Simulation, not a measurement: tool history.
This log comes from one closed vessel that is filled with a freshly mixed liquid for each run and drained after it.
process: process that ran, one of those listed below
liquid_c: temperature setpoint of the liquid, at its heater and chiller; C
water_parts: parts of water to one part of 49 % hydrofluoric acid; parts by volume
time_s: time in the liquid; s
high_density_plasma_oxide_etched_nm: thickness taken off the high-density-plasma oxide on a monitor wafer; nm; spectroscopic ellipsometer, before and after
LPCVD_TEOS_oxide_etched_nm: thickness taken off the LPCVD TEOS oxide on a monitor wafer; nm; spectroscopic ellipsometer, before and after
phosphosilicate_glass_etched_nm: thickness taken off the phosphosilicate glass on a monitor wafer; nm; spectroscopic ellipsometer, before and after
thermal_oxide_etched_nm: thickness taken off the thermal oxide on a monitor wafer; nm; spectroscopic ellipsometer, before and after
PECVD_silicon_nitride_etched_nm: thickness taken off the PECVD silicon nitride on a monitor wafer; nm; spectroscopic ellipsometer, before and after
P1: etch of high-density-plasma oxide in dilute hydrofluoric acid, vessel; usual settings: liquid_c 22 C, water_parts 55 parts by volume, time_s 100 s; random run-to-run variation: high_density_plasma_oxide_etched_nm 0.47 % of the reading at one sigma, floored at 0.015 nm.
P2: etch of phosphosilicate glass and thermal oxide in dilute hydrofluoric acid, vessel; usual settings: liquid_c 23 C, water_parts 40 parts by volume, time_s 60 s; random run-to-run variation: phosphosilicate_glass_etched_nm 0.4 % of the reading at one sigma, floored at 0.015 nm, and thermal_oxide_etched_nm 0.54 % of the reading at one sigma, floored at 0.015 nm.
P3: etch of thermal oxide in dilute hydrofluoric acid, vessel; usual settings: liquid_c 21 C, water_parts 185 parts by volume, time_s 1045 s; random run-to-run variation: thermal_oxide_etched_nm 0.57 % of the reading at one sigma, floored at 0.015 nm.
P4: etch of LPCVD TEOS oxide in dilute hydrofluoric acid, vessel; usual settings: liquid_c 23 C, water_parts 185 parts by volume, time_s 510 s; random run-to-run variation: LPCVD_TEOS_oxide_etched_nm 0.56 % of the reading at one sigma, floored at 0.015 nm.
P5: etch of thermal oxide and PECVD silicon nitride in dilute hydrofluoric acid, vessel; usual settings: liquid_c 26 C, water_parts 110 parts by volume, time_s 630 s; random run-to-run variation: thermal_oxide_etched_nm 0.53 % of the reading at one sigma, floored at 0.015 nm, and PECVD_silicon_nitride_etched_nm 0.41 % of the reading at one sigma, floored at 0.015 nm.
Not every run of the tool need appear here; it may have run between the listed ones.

run	day	process	liquid_c	water_parts	time_s	hours since the thermometer was replaced	hours since the hydrofluoric acid flow meter was replaced	high_density_plasma_oxide_etched_nm	LPCVD_TEOS_oxide_etched_nm	phosphosilicate_glass_etched_nm	thermal_oxide_etched_nm	PECVD_silicon_nitride_etched_nm
1	0.262	P1	22	55	100	136.1	514.8	13.341				
2	0.479	P4	23	185	510	141.3	520		40.946			
3	0.704	P2	23	40	115	146.7	525.4			461.71	13.976	
4	1.079	P1	22	55	165	155.7	534.4	21.931				
5	1.262	P5	26	110	630	160.1	538.8				28.946	23.794
6	1.608	P1	26	55	100	168.4	547.1	15.69				
7	1.979	P4	23	185	510	177.3	556		40.702			
8	2.196	P1	18.5	95	100	182.5	561.2	6.3397				
9	2.521	P3	21	185	1045	190.3	569				20.697	
10	2.754	P3	17	185	1045	195.9	574.6				17.424	
11	2.996	P2	23	25	60	201.7	580.4			388.07	11.802	
12	3.325	P3	21	50	1045	209.6	588.3				87.365	
13	3.579	P4	23	185	890	215.7	594.4		71.644			
14	3.817	P1	22	55	100	221.4	600.1	13.333				
15	4.133	P5	26	110	350	229	607.7				15.909	13.184
16	4.362	P4	17.5	185	510	234.5	613.2		33.103			
17	4.625	P5	33	110	630	240.8	619.5				37.614	36.97
18	4.954	P2	31	40	60	248.7	627.4			330.92	10.078	
19	5.312	P1	17	55	100	257.3	636	10.7				
20	5.596	P1	22	55	100	264.1	642.8	13.248				
21	5.846	P1	22	95	100	270.1	648.8	7.3656				
22	6.096	P1	17	55	40	276.1	654.8	4.3305				
23	6.371	P1	22	55	100	282.7	661.4	13.262				
24	6.658	P5	26	20	630	289.6	668.3				180.95	126.29
25	7.017	P3	21	185	45	298.2	676.9				0.88917	
26	7.412	P1	22	20	100	307.7	686.4	38.419				
27	7.671	P4	23	35	510	313.9	692.6		259.41			
28	7.921	P2	23	40	60	319.9	698.6			240.84	7.2829	
29	8.296	P1	22	55	100	328.9	707.6	13.198				
30	8.638	P1	22	55	35	337.1	715.8	4.6396				
31	8.904	P1	22	55	100	343.5	722.2	13.313				
32	9.312	P1	22	55	100	353.3	732	12.931				
33	9.7	P1	22	55	100	362.6	741.3	12.736				
34	10.075	P1	22	55	100	371.6	750.3	12.7				
35	10.354	P1	22	55	100	378.3	757	12.512				
36	10.633	P1	22	55	100	385	763.7	12.452				

Forecast run 37:
37	10.954	P1	22	55	100	392.7	771.4	?				

{"run 37": {"high_density_plasma_oxide_etched_nm": 12.412}}

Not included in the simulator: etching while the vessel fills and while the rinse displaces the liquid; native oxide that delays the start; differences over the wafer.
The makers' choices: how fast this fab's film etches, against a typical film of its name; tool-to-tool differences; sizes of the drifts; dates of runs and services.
